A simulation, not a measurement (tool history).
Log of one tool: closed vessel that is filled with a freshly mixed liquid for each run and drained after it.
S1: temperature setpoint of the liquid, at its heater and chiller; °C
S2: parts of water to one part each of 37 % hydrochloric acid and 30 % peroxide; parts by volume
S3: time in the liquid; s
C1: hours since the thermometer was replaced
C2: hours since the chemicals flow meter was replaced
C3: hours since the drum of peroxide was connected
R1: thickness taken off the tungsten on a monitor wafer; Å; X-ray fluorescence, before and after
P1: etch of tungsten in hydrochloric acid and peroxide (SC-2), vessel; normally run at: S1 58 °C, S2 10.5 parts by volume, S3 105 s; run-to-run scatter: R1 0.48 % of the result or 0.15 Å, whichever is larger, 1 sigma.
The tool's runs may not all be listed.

Run 1, hour 9.5: S1 58 °C, S2 10.5 parts by volume, S3 105 s; C1 282.4; C2 920.6; C3 91.8. Result: R1 189.42 Å.
At hour 13.7: thermometer replaced.
Run 2, hour 14.9: S1 72 °C, S2 10.5 parts by volume, S3 105 s; C1 1.2; C2 926; C3 97.2. Result: R1 440.94 Å.
Run 3, hour 23.6: S1 58 °C, S2 10.5 parts by volume, S3 105 s; C1 9.9; C2 934.7; C3 105.9. Result: R1 187.82 Å.
Run 4, hour 28.8: S1 68.5 °C, S2 4 parts by volume, S3 105 s; C1 15.1; C2 939.9; C3 111.1. Result: R1 750.91 Å.
Run 5, hour 36.4: S1 58 °C, S2 10.5 parts by volume, S3 195 s; C1 22.7; C2 947.5; C3 118.7. Result: R1 350.55 Å.
Run 6, hour 44.2: S1 58 °C, S2 10.5 parts by volume, S3 30 s; C1 30.5; C2 955.3; C3 126.5. Result: R1 53.995 Å.
Run 7, hour 51.3: S1 58 °C, S2 10.5 parts by volume, S3 105 s; C1 37.6; C2 962.4; C3 133.6. Result: R1 189.93 Å.
Run 8, hour 57.1: S1 58 °C, S2 10.5 parts by volume, S3 105 s; C1 43.4; C2 968.2; C3 139.4. Result: R1 188.38 Å.
Run 9, hour 63.8: S1 58 °C, S2 18.5 parts by volume, S3 105 s; C1 50.1; C2 974.9; C3 146.1. Result: R1 116.44 Å.
Run 10, hour 68.6: S1 46 °C, S2 10.5 parts by volume, S3 105 s; C1 54.9; C2 979.7; C3 150.9. Result: R1 85.774 Å.
Run 11, hour 76.5: S1 58 °C, S2 6 parts by volume, S3 50 s; C1 62.8; C2 987.6; C3 158.8. Result: R1 140.76 Å.
Run 12, hour 82.2: S1 58 °C, S2 4 parts by volume, S3 105 s; C1 68.5; C2 993.3; C3 164.5. Result: R1 395.57 Å.
Run 13, hour 92.5: S1 58 °C, S2 10.5 parts by volume, S3 105 s; C1 78.8; C2 1003.6; C3 174.8. Result: R1 189.08 Å.
Run 14, hour 101.3: S1 58 °C, S2 10.5 parts by volume, S3 105 s; C1 87.6; C2 1012.4; C3 183.6. Result: R1 182.06 Å.
Run 15, hour 106.7: S1 58 °C, S2 10.5 parts by volume, S3 105 s; C1 93; C2 1017.8; C3 189. Result: R1 177.75 Å.
Run 16, hour 112.4: S1 58 °C, S2 10.5 parts by volume, S3 105 s; C1 98.7; C2 1023.5; C3 194.7. Result: R1 175.55 Å.
Run 17, hour 117.3: S1 58 °C, S2 10.5 parts by volume, S3 105 s; C1 103.6; C2 1028.4; C3 199.6. Result: R1 174.52 Å.
Run 18, hour 122.6: S1 58 °C, S2 10.5 parts by volume, S3 105 s; C1 108.9; C2 1033.7; C3 204.9. Result: R1 174.47 Å.
At hour 124: new drum of peroxide connected.
Run 19, hour 131: S1 58 °C, S2 10.5 parts by volume, S3 105 s; C1 117.3; C2 1042.1; C3 7. Result: R1 173.58 Å.
Run 20, hour 140.5: S1 58 °C, S2 10.5 parts by volume, S3 105 s; C1 126.8; C2 1051.6; C3 16.5. Result: R1 174.2 Å.

What P1 gives has crept away from where it was. These 2 causes fit the log equally well, each at the size given:
A: liquid colder than its thermometer reads (K) = 1.34
B: chemicals flow below the setpoint (%) = 9.54
The creep began at about hour 92.5.
Why every other cause is out:
peroxide weaker than its label (%): serviced at hour 124, which brought nothing back

4 check runs are offered, each on 3 wafers whose results are averaged, their results left as question marks. Which one tells the causes apart?
Run check 1, hour 150: S1 50.5 °C, S2 10.5 parts by volume, S3 150 s. Result: R1 ?.
Run check 2, hour 150: S1 46.5 °C, S2 4 parts by volume, S3 105 s. Result: R1 ?.
Run check 3, hour 150: S1 58 °C, S2 17.5 parts by volume, S3 105 s. Result: R1 ?.
Run check 4, hour 150: S1 58 °C, S2 7 parts by volume, S3 35 s. Result: R1 ?.

What each check would give under each cause:
  check  result    if A    if B
check 1      R1  151.73  152.43
check 2      R1  168.67  172.72
check 3      R1  111.28  110.72
check 4      R1  80.366  80.899
How far apart the two closest causes lie, in the result that separates them most: check 1 0.46 %; check 2 2.37 %; check 3 0.5 %; check 4 0.66 %
Check 2 tells the causes apart: in the others they would give nearly the same result.

Then check 2 was run and gave: R1 173.15 Å. Which cause is it?

It is B: chemicals flow below the setpoint (%).
